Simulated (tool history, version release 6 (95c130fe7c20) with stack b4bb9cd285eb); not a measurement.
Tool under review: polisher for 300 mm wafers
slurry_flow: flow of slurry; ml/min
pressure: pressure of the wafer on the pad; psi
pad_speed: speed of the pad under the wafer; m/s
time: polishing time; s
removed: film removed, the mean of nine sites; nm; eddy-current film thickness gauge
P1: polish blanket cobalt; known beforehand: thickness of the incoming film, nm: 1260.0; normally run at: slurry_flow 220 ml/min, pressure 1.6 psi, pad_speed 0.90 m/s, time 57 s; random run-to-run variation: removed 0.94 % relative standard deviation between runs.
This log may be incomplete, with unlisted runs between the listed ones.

run   hour  slurry_flow  pressure  pad_speed  time  wafers polished on this pad  hours since the slurry nozzle was cleaned  hours since the head pressure was calibrated  removed
  1   10.8          220       1.6       0.90    57                          448                                      243.7                                         423.6   232.66
  2   17.3          220       1.6       0.90    57                          495                                      250.2                                         430.1   229.89
  3   23.9          220       1.6       0.90    57                          544                                      256.8                                         436.7   231.37
  4   29.1          220       1.6       0.58    80                          581                                      262.0                                         441.9   207.84
  5   40.5          220       1.6       0.90    57                          664                                      273.4                                         453.3   230.51
  6   46.4          330       1.6       0.90    57                          707                                      279.3                                         459.2   240.73
  7   53.6          220       1.6       0.90    57                          760                                      286.5                                         466.4   228.57
      55.0  -- slurry nozzle cleaned
  8   60.5          220       1.6       1.38    57                          810                                        5.6                                         473.3   354.24
  9   70.6          220       0.7       0.90    57                          884                                       15.7                                         483.4   101.04
      74.0  -- head pressure recalibrated
 10   80.9          220       2.5       0.90    57                          959                                       26.0                                           6.9   359.45
 11   89.0          220       1.6       0.90    86                         1018                                       34.1                                          15.0   350.45
 12   99.7          220       1.6       0.40    57                         1096                                       44.8                                          25.7   101.53
 13  104.8          220       1.6       0.90    57                         1133                                       49.9                                          30.8   230.81
 14  115.3          130       1.6       0.90    57                         1209                                       60.4                                          41.3   213.47
 15  122.3          220       1.6       0.90    34                         1260                                       67.4                                          48.3   137.35
 16  128.5          220       1.6       0.90    57                         1305                                       73.6                                          54.5   232.38
 17  135.8          220       1.6       0.90    57                         1359                                       80.9                                          61.8   228.85
 18  143.9          220       1.6       0.90    57                         1418                                       89.0                                          69.9   224.39
 19  149.4          220       1.6       0.90    57                         1458                                       94.5                                          75.4   222.86
 20  156.6          220       1.6       0.90    57                         1510                                      101.7                                          82.6   220.76
 21  162.8          220       1.6       0.90    57                         1555                                      107.9                                          88.8   223.05
 22  173.8          220       1.6       0.90    57                         1635                                      118.9                                          99.8   220.25
     176.6  -- head pressure recalibrated
 23  182.9          220       1.6       0.90    57                         1702                                      128.0                                           6.3   215.30
 24  191.7          220       1.6       0.90    57                         1766                                      136.8                                          15.1   215.58

What will run 25 give?
 25  201.0          220       1.6       0.90    57                         1833                                      146.1                                          24.4        ?

removed: 216.15 nm

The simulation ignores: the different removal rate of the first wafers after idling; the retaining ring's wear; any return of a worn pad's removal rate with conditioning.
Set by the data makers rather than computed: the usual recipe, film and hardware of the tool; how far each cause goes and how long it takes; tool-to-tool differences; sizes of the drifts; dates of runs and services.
